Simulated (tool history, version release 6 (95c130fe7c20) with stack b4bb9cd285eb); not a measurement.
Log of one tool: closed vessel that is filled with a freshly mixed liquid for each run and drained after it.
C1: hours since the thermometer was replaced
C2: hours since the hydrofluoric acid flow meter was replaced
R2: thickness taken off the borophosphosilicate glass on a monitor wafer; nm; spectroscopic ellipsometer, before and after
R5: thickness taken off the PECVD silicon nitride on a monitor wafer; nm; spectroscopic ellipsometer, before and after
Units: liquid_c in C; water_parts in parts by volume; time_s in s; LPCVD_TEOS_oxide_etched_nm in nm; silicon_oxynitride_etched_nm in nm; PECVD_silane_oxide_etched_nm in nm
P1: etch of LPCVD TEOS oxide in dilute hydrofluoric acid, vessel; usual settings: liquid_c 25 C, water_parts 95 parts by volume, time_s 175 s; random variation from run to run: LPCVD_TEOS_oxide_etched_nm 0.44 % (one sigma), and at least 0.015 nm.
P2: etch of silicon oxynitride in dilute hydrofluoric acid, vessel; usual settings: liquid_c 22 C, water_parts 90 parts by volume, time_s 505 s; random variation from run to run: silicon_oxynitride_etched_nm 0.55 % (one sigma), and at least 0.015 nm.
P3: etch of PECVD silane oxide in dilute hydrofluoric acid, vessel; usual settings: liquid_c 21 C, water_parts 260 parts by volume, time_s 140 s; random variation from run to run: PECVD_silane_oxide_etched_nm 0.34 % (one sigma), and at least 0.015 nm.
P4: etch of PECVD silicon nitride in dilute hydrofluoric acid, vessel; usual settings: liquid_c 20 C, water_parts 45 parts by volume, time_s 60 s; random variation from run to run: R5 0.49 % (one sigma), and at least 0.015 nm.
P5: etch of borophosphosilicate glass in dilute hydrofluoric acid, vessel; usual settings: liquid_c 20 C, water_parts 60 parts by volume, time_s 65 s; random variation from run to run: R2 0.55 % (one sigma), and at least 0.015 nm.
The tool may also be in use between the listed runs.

Run 1, hour 11.6: process P1, liquid_c 25 C, water_parts 95 parts by volume, time_s 175 s; C1 638.2; C2 923.4. Result: LPCVD_TEOS_oxide_etched_nm 37.2160 nm.
Run 2, hour 22.9: process P5, liquid_c 20 C, water_parts 20 parts by volume, time_s 65 s; C1 649.5; C2 934.7. Result: R2 153.080 nm.
Run 3, hour 29.7: process P2, liquid_c 22 C, water_parts 145 parts by volume, time_s 505 s; C1 656.3; C2 941.5. Result: silicon_oxynitride_etched_nm 8.7454 nm.
Run 4, hour 36.0: process P5, liquid_c 20 C, water_parts 60 parts by volume, time_s 65 s; C1 662.6; C2 947.8. Result: R2 48.273 nm.
Run 5, hour 47.4: process P3, liquid_c 21 C, water_parts 260 parts by volume, time_s 260 s; C1 674.0; C2 959.2. Result: PECVD_silane_oxide_etched_nm 22.062 nm.
Run 6, hour 59.0: process P1, liquid_c 25 C, water_parts 95 parts by volume, time_s 175 s; C1 685.6; C2 970.8. Result: LPCVD_TEOS_oxide_etched_nm 36.8870 nm.
Run 7, hour 65.9: process P3, liquid_c 21 C, water_parts 260 parts by volume, time_s 140 s; C1 692.5; C2 977.7. Result: PECVD_silane_oxide_etched_nm 11.928 nm.
Run 8, hour 72.5: process P1, liquid_c 25 C, water_parts 95 parts by volume, time_s 35 s; C1 699.1; C2 984.3. Result: LPCVD_TEOS_oxide_etched_nm 7.4381 nm.
Run 9, hour 84.2: process P4, liquid_c 20 C, water_parts 45 parts by volume, time_s 60 s; C1 710.8; C2 996.0. Result: R5 4.4669 nm.
Run 10, hour 92.7: process P4, liquid_c 20 C, water_parts 45 parts by volume, time_s 30 s; C1 719.3; C2 1004.5. Result: R5 2.2158 nm.
Run 11, hour 99.4: process P5, liquid_c 20 C, water_parts 60 parts by volume, time_s 65 s; C1 726.0; C2 1011.2. Result: R2 48.258 nm.
Run 12, hour 107.1: process P4, liquid_c 20 C, water_parts 45 parts by volume, time_s 60 s; C1 733.7; C2 1018.9. Result: R5 4.4899 nm.
Run 13, hour 114.0: process P1, liquid_c 25 C, water_parts 95 parts by volume, time_s 175 s; C1 740.6; C2 1025.8. Result: LPCVD_TEOS_oxide_etched_nm 37.2460 nm.
Run 14, hour 126.2: process P4, liquid_c 17 C, water_parts 45 parts by volume, time_s 60 s; C1 752.8; C2 1038.0. Result: R5 3.6120 nm.
Run 15, hour 132.3: process P1, liquid_c 25 C, water_parts 40 parts by volume, time_s 175 s; C1 758.9; C2 1044.1. Result: LPCVD_TEOS_oxide_etched_nm 94.2950 nm.
Run 16, hour 140.0: process P4, liquid_c 20 C, water_parts 75 parts by volume, time_s 60 s; C1 766.6; C2 1051.8. Result: R5 2.7629 nm.
Run 17, hour 151.3: process P2, liquid_c 22 C, water_parts 90 parts by volume, time_s 890 s; C1 777.9; C2 1063.1. Result: silicon_oxynitride_etched_nm 25.7690 nm.
Run 18, hour 160.7: process P3, liquid_c 27 C, water_parts 260 parts by volume, time_s 140 s; C1 787.3; C2 1072.5. Result: PECVD_silane_oxide_etched_nm 14.730 nm.
Run 19, hour 170.9: process P2, liquid_c 29 C, water_parts 90 parts by volume, time_s 505 s; C1 797.5; C2 1082.7. Result: silicon_oxynitride_etched_nm 20.4120 nm.
Run 20, hour 180.6: process P2, liquid_c 22 C, water_parts 90 parts by volume, time_s 505 s; C1 807.2; C2 1092.4. Result: silicon_oxynitride_etched_nm 14.5550 nm.
At hour 180.7: hydrofluoric acid flow meter replaced.
Run 21, hour 187.6: process P1, liquid_c 25 C, water_parts 95 parts by volume, time_s 340 s; C1 814.2; C2 7.0. Result: LPCVD_TEOS_oxide_etched_nm 71.9160 nm.
Run 22, hour 199.2: process P5, liquid_c 27 C, water_parts 60 parts by volume, time_s 65 s; C1 825.8; C2 18.6. Result: R2 64.649 nm.

Run 23 comes next. What will it give?
Run 23, hour 210.7: process P5, liquid_c 20 C, water_parts 60 parts by volume, time_s 125 s; C1 837.3; C2 30.1. Result: R2 ?.

Run 23 gave R2 93.588 nm.
